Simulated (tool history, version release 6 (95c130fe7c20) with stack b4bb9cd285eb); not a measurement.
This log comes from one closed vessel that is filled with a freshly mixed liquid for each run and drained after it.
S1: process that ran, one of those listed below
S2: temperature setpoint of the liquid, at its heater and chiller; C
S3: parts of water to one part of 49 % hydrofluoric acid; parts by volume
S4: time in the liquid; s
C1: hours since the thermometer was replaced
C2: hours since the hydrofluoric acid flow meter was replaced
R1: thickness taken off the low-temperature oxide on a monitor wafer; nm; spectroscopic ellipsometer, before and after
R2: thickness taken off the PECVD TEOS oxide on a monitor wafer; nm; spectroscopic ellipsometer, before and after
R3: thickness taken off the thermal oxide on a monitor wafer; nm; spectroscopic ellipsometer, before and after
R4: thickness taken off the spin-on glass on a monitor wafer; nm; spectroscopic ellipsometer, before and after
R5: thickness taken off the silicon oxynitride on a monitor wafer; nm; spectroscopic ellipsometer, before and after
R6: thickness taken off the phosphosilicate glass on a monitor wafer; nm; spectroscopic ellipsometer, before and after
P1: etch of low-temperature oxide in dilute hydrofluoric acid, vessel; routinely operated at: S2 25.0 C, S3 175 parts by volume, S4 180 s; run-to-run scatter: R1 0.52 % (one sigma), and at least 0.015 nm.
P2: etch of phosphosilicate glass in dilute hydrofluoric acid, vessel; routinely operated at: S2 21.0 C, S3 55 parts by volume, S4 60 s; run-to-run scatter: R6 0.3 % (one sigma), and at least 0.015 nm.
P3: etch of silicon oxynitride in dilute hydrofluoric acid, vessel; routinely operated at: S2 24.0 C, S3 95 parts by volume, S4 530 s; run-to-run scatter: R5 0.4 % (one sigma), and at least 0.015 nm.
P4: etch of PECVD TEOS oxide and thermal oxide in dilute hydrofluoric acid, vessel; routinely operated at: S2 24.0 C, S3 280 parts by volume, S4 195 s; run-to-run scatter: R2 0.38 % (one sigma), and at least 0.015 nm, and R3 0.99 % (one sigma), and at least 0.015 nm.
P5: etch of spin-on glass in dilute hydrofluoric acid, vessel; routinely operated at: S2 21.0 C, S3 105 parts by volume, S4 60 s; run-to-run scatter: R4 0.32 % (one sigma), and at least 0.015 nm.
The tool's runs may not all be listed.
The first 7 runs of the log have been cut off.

run,hour,S1,S2,S3,S4,C1,C2,R1,R2,R3,R4,R5,R6
8,77.7,P5,21.0,105,60,975.2,278.0,,,,31.681,,
9,90.1,P2,29.5,55,60,987.6,290.4,,,,,,86.822
10,99.7,P1,30.5,305,180,997.2,300.0,11.3840,,,,,
11,106.3,P1,19.5,175,350,1003.8,306.6,29.7900,,,,,
12,117.0,P1,25.0,175,180,1014.5,317.3,18.7640,,,,,
13,125.6,P1,25.0,175,180,1023.1,325.9,18.8280,,,,,
14,132.2,P3,24.0,55,530,1029.7,332.5,,,,,46.0220,
15,144.9,P5,21.0,105,30,1042.4,345.2,,,,15.761,,
16,155.7,P1,25.0,175,180,1053.2,356.0,18.8810,,,,,
17,167.9,P1,21.5,175,180,1065.4,368.2,16.4530,,,,,
18,178.0,P1,25.0,175,290,1075.5,378.3,30.2090,,,,,
19,190.7,P2,21.0,95,60,1088.2,391.0,,,,,,34.005
20,201.9,P3,24.0,95,140,1099.4,402.2,,,,,6.7788,
21,210.2,P4,24.0,50,195,1107.7,410.5,,66.8520,19.4620,,,
22,216.2,P1,25.0,55,180,1113.7,416.5,69.4850,,,,,
23,223.4,P1,25.0,175,55,1120.9,423.7,5.7431,,,,,
24,235.9,P2,21.0,55,100,1133.4,436.2,,,,,,102.660
25,243.2,P5,21.0,105,60,1140.7,443.5,,,,31.455,,
26,250.6,P4,24.0,280,285,1148.1,450.9,,13.5650,3.9664,,,
27,259.0,P3,24.0,95,530,1156.5,459.3,,,,,25.7570,
28,272.3,P2,21.0,55,60,1169.8,472.6,,,,,,61.536
29,278.4,P1,25.0,175,180,1175.9,478.7,18.7500,,,,,
30,284.7,P1,31.5,175,180,1182.2,485.0,23.8290,,,,,
31,292.6,P5,29.0,105,60,1190.1,492.9,,,,43.002,,

Predict the results of run 32:
32,299.5,P1,25.0,280,335,1197.0,499.8,?,,,,,

Run 32 measured R1 19.6160 nm.
